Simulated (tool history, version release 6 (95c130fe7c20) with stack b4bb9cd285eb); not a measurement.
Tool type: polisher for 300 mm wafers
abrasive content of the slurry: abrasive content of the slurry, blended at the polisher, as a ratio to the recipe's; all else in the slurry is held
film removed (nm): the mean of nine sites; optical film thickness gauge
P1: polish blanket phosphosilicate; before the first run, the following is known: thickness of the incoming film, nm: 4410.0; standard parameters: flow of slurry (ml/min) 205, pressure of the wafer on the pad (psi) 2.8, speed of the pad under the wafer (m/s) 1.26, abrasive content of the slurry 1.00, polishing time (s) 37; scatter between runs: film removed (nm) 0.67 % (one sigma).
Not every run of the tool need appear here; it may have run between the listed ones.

run	hour	flow of slurry (ml/min)	pressure of the wafer on the pad (psi)	speed of the pad under the wafer (m/s)	abrasive content of the slurry	polishing time (s)	wafers polished on this pad	hours since the slurry nozzle was cleaned	hours since the head pressure was calibrated	hours since the slurry blender was calibrated	hours since the conditioning disc was replaced	film removed (nm)
1	3.9	205	2.8	1.26	1.00	37	860	515.7	896.1	237.0	44.5	316.09
2	7.6	205	2.8	1.98	1.00	37	905	519.4	899.8	240.7	48.2	449.43
3	12.0	205	2.8	1.26	1.00	17	959	523.8	904.2	245.1	52.6	144.23
4	17.6	205	2.8	1.26	1.00	58	1026	529.4	909.8	250.7	58.2	488.49
5	22.8	205	2.1	1.26	1.00	47	1089	534.6	915.0	255.9	63.4	300.55
6	29.2	205	2.8	0.56	1.00	37	1167	541.0	921.4	262.3	69.8	163.12
7	35.5	205	1.3	1.26	1.00	37	1243	547.3	927.7	268.6	76.1	144.82
8	41.6	205	2.8	1.26	1.45	37	1317	553.4	933.8	274.7	82.2	363.15
9	47.8	205	2.8	1.26	1.00	37	1392	559.6	940.0	280.9	88.4	311.41
10	50.8	205	4.2	1.26	1.00	28	1429	562.6	943.0	283.9	91.4	357.86
11	53.8	205	2.8	1.26	1.00	37	1465	565.6	946.0	286.9	94.4	311.82
12	58.0	205	4.5	1.26	1.00	37	1516	569.8	950.2	291.1	98.6	503.04
13	63.0	205	1.3	1.26	0.75	37	1576	574.8	955.2	296.1	103.6	124.85
14	67.8	305	2.8	1.26	1.00	37	1635	579.6	960.0	300.9	108.4	327.39
15	73.5	205	2.8	1.26	0.50	37	1704	585.3	965.7	306.6	114.1	217.01
16	76.7	125	2.8	1.26	1.00	37	1742	588.5	968.9	309.8	117.3	286.91
17	80.5	205	2.8	1.26	1.00	37	1789	592.3	972.7	313.6	121.1	312.10
18	86.1	205	2.8	1.26	1.00	37	1856	597.9	978.3	319.2	126.7	309.99
19	91.8	205	2.8	1.26	1.00	37	1925	603.6	984.0	324.9	132.4	301.67
20	95.6	205	2.8	1.26	1.00	37	1971	607.4	987.8	328.7	136.2	294.31
21	101.6	205	2.8	1.26	1.00	37	2044	613.4	993.8	334.7	142.2	286.97
22	105.6	205	2.8	1.26	1.00	37	2093	617.4	997.8	338.7	146.2	282.36
# hour 107.9: conditioning disc replaced and pad reconditioned
# hour 111.4: head pressure recalibrated
23	111.6	205	2.8	1.26	1.00	37	2165	623.4	0.2	344.7	3.8	280.67
24	115.4	205	2.8	1.26	1.00	37	2211	627.2	4.0	348.5	7.6	279.35
# hour 118.5: slurry nozzle cleaned
25	121.5	205	2.8	1.26	1.00	37	2285	3.1	10.1	354.6	13.7	277.04
26	124.7	205	2.8	1.26	1.00	37	2324	6.3	13.3	357.8	16.9	275.40
27	130.2	205	2.8	1.26	1.00	37	2391	11.8	18.8	363.3	22.4	278.65
28	135.3	205	2.8	1.26	1.00	37	2452	16.9	23.9	368.4	27.5	277.01
29	140.6	205	2.8	1.26	1.00	37	2517	22.2	29.2	373.7	32.8	278.49

What P1 gives has crept off from where it sat before. The 2 causes that follow fit the log equally well, each at the size noted:
A: abrasive missing from the slurry, % = 23.1
B: removal rate lost through wear of the pad, % = 12
The creep began at about hour 86.1.
Ruled out, with reasons:
slurry flow missing at the pad, %: maintenance at hour 118.5, after the shift began, did not return the process to its former output
head's pressure below its setpoint, %: maintenance at hour 111.4, after the shift began, did not return the process to its former output
time polished since the conditioner stopped cutting, s: maintenance at hour 107.9, after the shift began, did not return the process to its former output

The list below offers 4 check runs, each averaging the results of 3 wafers, and shows each result as a question mark. For which of them would the listed causes give clearly different results?
check 1	145.9	205	2.8	1.96	1.00	37						?
check 2	145.9	205	2.8	1.26	0.65	37						?
check 3	145.9	205	3.9	1.26	1.00	23						?
check 4	145.9	205	1.3	0.60	1.00	37						?

If the cause were each of the candidates in turn, the checks would give the following:
check	result	if A	if B
check 1	film removed (nm)	391.990	392.050
check 2	film removed (nm)	215.050	221.180
check 3	film removed (nm)	238.340	238.380
check 4	film removed (nm)	70.595	70.606
Distance between the nearest two causes, measured in the result of the check that separates them most: check 1 0.02 %; check 2 2.81 %; check 3 0.02 %; check 4 0.02 %
Check 2 is the one run that separates the causes; every other check would come out nearly the same whichever cause is at work.

Then check 2 was run and gave: film removed (nm) 222.160. Which cause is it?

It is B: removal rate lost through wear of the pad, %.
